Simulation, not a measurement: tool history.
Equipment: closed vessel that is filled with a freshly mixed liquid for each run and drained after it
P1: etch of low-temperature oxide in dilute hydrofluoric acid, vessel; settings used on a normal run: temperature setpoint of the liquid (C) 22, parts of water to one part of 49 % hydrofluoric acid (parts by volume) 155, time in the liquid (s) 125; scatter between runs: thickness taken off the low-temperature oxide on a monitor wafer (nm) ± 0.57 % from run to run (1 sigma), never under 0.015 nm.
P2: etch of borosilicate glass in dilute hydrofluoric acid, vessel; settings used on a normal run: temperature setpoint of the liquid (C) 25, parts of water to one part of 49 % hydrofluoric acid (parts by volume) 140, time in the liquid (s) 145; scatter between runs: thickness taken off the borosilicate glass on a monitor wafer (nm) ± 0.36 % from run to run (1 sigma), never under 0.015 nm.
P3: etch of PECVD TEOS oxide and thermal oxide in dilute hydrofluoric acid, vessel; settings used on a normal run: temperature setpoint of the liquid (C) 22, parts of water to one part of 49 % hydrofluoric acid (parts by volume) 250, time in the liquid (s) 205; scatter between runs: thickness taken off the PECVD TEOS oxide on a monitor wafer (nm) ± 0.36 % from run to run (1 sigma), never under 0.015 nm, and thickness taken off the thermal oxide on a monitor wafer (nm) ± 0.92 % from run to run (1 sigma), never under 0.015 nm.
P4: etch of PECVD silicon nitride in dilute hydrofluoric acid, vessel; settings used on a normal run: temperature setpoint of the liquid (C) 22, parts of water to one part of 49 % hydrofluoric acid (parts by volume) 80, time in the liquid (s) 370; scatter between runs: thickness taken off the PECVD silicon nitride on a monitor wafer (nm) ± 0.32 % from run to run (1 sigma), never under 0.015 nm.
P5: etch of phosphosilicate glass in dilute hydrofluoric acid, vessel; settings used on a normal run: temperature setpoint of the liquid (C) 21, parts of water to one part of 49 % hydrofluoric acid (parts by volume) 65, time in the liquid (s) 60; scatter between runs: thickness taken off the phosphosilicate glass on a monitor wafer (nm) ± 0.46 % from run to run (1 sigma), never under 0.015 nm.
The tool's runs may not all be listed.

run,day,process that ran,temperature setpoint of the liquid (C),parts of water to one part of 49 % hydrofluoric acid (parts by volume),time in the liquid (s),hours since the thermometer was replaced,hours since the hydrofluoric acid flow meter was replaced,thickness taken off the low-temperature oxide on a monitor wafer (nm),thickness taken off the PECVD TEOS oxide on a monitor wafer (nm),thickness taken off the thermal oxide on a monitor wafer (nm),thickness taken off the borosilicate glass on a monitor wafer (nm),thickness taken off the phosphosilicate glass on a monitor wafer (nm),thickness taken off the PECVD silicon nitride on a monitor wafer (nm)
1,0.225,P1,22,155,125,1117.7,788,11.043,,,,,
2,0.496,P3,22,250,205,1124.2,794.5,,15.038,3.0934,,,
3,0.888,P1,28,155,125,1133.6,803.9,13.803,,,,,
# day 1.071: hydrofluoric acid flow meter replaced
4,1.146,P3,22,345,205,1139.8,1.9,,10.04,2.0478,,,
5,1.392,P3,22,250,330,1145.7,7.8,,24.365,5.0755,,,
6,1.679,P1,22,155,30,1152.6,14.7,2.673,,,,,
7,1.942,P2,25,140,240,1158.9,21,,,,29.64,,
8,2.133,P5,21,25,60,1163.5,25.6,,,,,144.64,
9,2.304,P4,22,80,120,1167.6,29.7,,,,,,2.2874
10,2.692,P1,22,155,125,1176.9,39,11.088,,,,,
11,3.029,P3,22,250,205,1185,47.1,,15.178,3.1472,,,
12,3.279,P1,22,155,125,1191,53.1,11.021,,,,,
13,3.617,P2,21,140,145,1199.1,61.2,,,,15.372,,
14,3.854,P4,29,80,370,1204.8,66.9,,,,,,11.111
15,4.104,P2,25,45,145,1210.8,72.9,,,,63.044,,
16,4.292,P5,21,65,100,1215.3,77.4,,,,,88.518,
17,4.471,P1,22,155,125,1219.6,81.7,11.074,,,,,
18,4.812,P1,22,85,125,1227.8,89.9,21.804,,,,,
19,5.121,P1,17,155,125,1235.2,97.3,9.0727,,,,,
20,5.4,P1,22,155,200,1241.9,104,17.617,,,,,
21,5.667,P1,29,155,30,1248.3,110.4,3.4678,,,,,
22,6.012,P5,17,65,60,1256.6,118.7,,,,,45.034,
23,6.388,P4,22,45,370,1265.6,127.7,,,,,,12.327
24,6.725,P2,25,140,145,1273.7,135.8,,,,17.969,,

Run 25 is up next; what results do you expect?
25,7.033,P1,22,275,125,1281.1,143.2,?,,,,,

{"run 25": {"thickness taken off the low-temperature oxide on a monitor wafer (nm)": 5.566}}

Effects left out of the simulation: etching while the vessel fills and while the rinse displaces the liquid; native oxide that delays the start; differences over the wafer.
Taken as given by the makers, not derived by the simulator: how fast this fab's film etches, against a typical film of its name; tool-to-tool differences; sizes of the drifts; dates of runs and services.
